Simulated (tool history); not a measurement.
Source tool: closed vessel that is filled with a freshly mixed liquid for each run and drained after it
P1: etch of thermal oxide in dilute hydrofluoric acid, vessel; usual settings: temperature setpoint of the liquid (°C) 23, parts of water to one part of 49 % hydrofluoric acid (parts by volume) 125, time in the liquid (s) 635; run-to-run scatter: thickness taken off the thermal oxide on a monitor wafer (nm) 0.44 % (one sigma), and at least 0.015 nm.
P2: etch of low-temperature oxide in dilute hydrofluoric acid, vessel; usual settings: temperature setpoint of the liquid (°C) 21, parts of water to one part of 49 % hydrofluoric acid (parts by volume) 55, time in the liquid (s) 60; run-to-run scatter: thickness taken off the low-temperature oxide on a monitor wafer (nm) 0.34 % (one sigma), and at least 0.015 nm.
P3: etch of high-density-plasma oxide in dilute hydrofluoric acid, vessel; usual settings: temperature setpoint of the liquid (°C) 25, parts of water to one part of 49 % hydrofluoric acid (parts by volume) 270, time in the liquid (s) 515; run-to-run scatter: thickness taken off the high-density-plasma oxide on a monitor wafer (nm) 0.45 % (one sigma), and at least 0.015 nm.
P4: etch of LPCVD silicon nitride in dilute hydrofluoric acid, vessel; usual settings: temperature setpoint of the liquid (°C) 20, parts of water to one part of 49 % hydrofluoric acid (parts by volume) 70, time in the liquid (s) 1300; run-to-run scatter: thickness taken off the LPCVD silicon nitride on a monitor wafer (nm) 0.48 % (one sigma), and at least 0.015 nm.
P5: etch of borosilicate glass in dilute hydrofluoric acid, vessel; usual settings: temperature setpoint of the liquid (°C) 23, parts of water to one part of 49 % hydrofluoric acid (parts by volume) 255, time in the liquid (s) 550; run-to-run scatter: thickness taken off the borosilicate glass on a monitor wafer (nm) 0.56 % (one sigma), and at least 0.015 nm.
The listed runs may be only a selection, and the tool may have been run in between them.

run   hour  process that ran  temperature setpoint of the liquid (°C)  parts of water to one part of 49 % hydrofluoric acid (parts by volume)  time in the liquid (s)  hours since the thermometer was replaced  hours since the hydrofluoric acid flow meter was replaced  thickness taken off the thermal oxide on a monitor wafer (nm)  thickness taken off the LPCVD silicon nitride on a monitor wafer (nm)  thickness taken off the borosilicate glass on a monitor wafer (nm)  thickness taken off the high-density-plasma oxide on a monitor wafer (nm)  thickness taken off the low-temperature oxide on a monitor wafer (nm)
  1    4.5                P1                                       23                                                                     125                     635                                     642.8                                                      614.8                                                         23.266
  2    7.1                P4                                       20                                                                      70                    1300                                     645.4                                                      617.4                                                                                                                                6.8091
  3   11.1                P5                                       23                                                                     255                     550                                     649.4                                                      621.4                                                                                                                                                                                                    56.973
  4   15.7                P3                                       25                                                                     270                    1015                                       654                                                        626                                                                                                                                                                                                                                                                               22.246
  5   18.6                P1                                       23                                                                     125                     635                                     656.9                                                      628.9                                                         23.293
  6   21.9                P4                                       20                                                                      45                    1300                                     660.2                                                      632.2                                                                                                                                10.492
  7   24.9                P1                                       23                                                                     125                     635                                     663.2                                                      635.2                                                         23.477
  8   27.7                P1                                       23                                                                     125                     635                                       666                                                        638                                                         23.337
  9   32.1                P1                                       23                                                                      35                     635                                     670.4                                                      642.4                                                         93.014
 10   34.4                P1                                       23                                                                     125                     635                                     672.7                                                      644.7                                                         23.166
 11   38.4                P1                                     30.5                                                                     195                     635                                     676.7                                                      648.7                                                         18.126
 12   42.3                P2                                       21                                                                      55                     105                                     680.6                                                      652.6                                                                                                                                                                                                                                                                                                                                                       39.64
 13   46.4                P4                                       28                                                                      70                    1300                                     684.7                                                      656.7                                                                                                                                11.664
 14   51.8                P1                                       23                                                                     170                     635                                     690.1                                                      662.1                                                         16.317
 15   56.2                P3                                       25                                                                     270                     515                                     694.5                                                      666.5                                                                                                                                                                                                                                                                                11.11
 16   58.7                P3                                       21                                                                     270                     515                                       697                                                        669                                                                                                                                                                                                                                                                               9.6787
 17   62.6                P1                                       17                                                                     125                     635                                     700.9                                                      672.9                                                         18.371
 18   66.6                P3                                       25                                                                     270                     515                                     704.9                                                      676.9                                                                                                                                                                                                                                                                               11.194
      69.4  -- hydrofluoric acid flow meter replaced
 19   71.7                P2                                       21                                                                     100                      60                                       710                                                        2.3                                                                                                                                                                                                                                                                                                                                                      11.881
 20   75.1                P5                                       23                                                                     370                     550                                     713.4                                                        5.7                                                                                                                                                                                                    35.522
 21   79.1                P1                                       23                                                                     195                    1185                                     717.4                                                        9.7                                                         25.725
 22   83.6                P1                                     30.5                                                                     125                     635                                     721.9                                                       14.2                                                         31.048
 23   86.7                P3                                       25                                                                      45                     515                                       725                                                       17.3                                                                                                                                                                                                                                                                                87.49
 24   91.5                P1                                       23                                                                     125                     635                                     729.8                                                       22.1                                                         23.098
 25   96.6                P1                                       23                                                                     125                     635                                     734.9                                                       27.2                                                         23.422
 26  100.4                P1                                       23                                                                     125                     915                                     738.7                                                         31                                                         33.573
 27  103.9                P5                                       23                                                                     255                     550                                     742.2                                                       34.5                                                                                                                                                                                                    57.363
 28  107.4                P2                                       17                                                                      55                      60                                     745.7                                                         38                                                                                                                                                                                                                                                                                                                                                      19.291
 29  112.5                P5                                       23                                                                     255                     850                                     750.8                                                       43.1                                                                                                                                                                                                    88.762
 30  117.7                P1                                       27                                                                      35                     635                                       756                                                       48.3                                                         109.77
 31  122.5                P4                                       20                                                                      70                    1300                                     760.8                                                       53.1                                                                                                                                6.7753
 32  125.6                P2                                       21                                                                      55                      60                                     763.9                                                       56.2                                                                                                                                                                                                                                                                                                                                                      22.632
 33  130.5                P4                                       20                                                                      70                    2405                                     768.8                                                       61.1                                                                                                                                12.447
 34  135.7                P5                                       17                                                                     255                     550                                       774                                                       66.3                                                                                                                                                                                                    45.572
 35    140                P1                                       23                                                                     125                     130                                     778.3                                                       70.6                                                         4.7862
 36  142.8                P1                                       23                                                                     125                     635                                     781.1                                                       73.4                                                         23.473
 37  148.2                P1                                       23                                                                     125                     635                                     786.5                                                       78.8                                                         24.043
 38  152.2                P1                                       23                                                                     125                     635                                     790.5                                                       82.8                                                         24.466
 39  154.7                P1                                       23                                                                     125                     635                                       793                                                       85.3                                                         24.838
 40  157.3                P1                                       23                                                                     125                     635                                     795.6                                                       87.9                                                         24.639
 41  161.5                P1                                       23                                                                     125                     635                                     799.8                                                       92.1                                                         24.837
 42  164.7                P1                                       23                                                                     125                     635                                       803                                                       95.3                                                         24.908
 43  167.2                P1                                       23                                                                     125                     635                                     805.5                                                       97.8                                                         24.939
 44  171.6                P1                                       23                                                                     125                     635                                     809.9                                                      102.2                                                         25.028

The log shows P1 creeping away from where it was. Any of the 2 causes listed here, at the size stated for it, fits the log just as well as the others:
A: liquid hotter than its thermometer reads (K) = 1.67
B: hydrofluoric acid flow above the setpoint (%) = 5.87
The process output started creeping at around hour 142.8.

Question marks stand in for the results of the 4 check runs listed below, each run on one wafer. Under which run would the listed causes show clearly different results?
check 1   176                P3                                       25                                                                     105                     875                                                                                                                                                                                                                                                                                                                                                                                         ?
check 2   176                P2                                       17                                                                     100                      60                                                                                                                                                                                                                                                                                                                                                                                                                                                                ?
check 3   176                P4                                     27.5                                                                      70                    2295                                                                                                                                                                                                                                          ?
check 4   176                P5                                       19                                                                     255                     550                                                                                                                                                                                                                                                                                                              ?

Check results expected under each cause:
  check                                                                     result    if A    if B
check 1  thickness taken off the high-density-plasma oxide on a monitor wafer (nm)  62.827  62.796
check 2      thickness taken off the low-temperature oxide on a monitor wafer (nm)  10.779  10.702
check 3      thickness taken off the LPCVD silicon nitride on a monitor wafer (nm)  22.187  21.077
check 4         thickness taken off the borosilicate glass on a monitor wafer (nm)   52.42  52.807
Per-check spread between the two closest causes, in the result where they differ most: check 1 0.05 %; check 2 0.72 %; check 3 5.14 %; check 4 0.74 %
Of the check runs offered, only check 3 discriminates between the causes; the rest would read about the same regardless of which cause applies.

The results of check 3 are: thickness taken off the LPCVD silicon nitride on a monitor wafer (nm) 21.028. Based on these, which of the listed causes is it?

The cause is B: hydrofluoric acid flow above the setpoint (%).

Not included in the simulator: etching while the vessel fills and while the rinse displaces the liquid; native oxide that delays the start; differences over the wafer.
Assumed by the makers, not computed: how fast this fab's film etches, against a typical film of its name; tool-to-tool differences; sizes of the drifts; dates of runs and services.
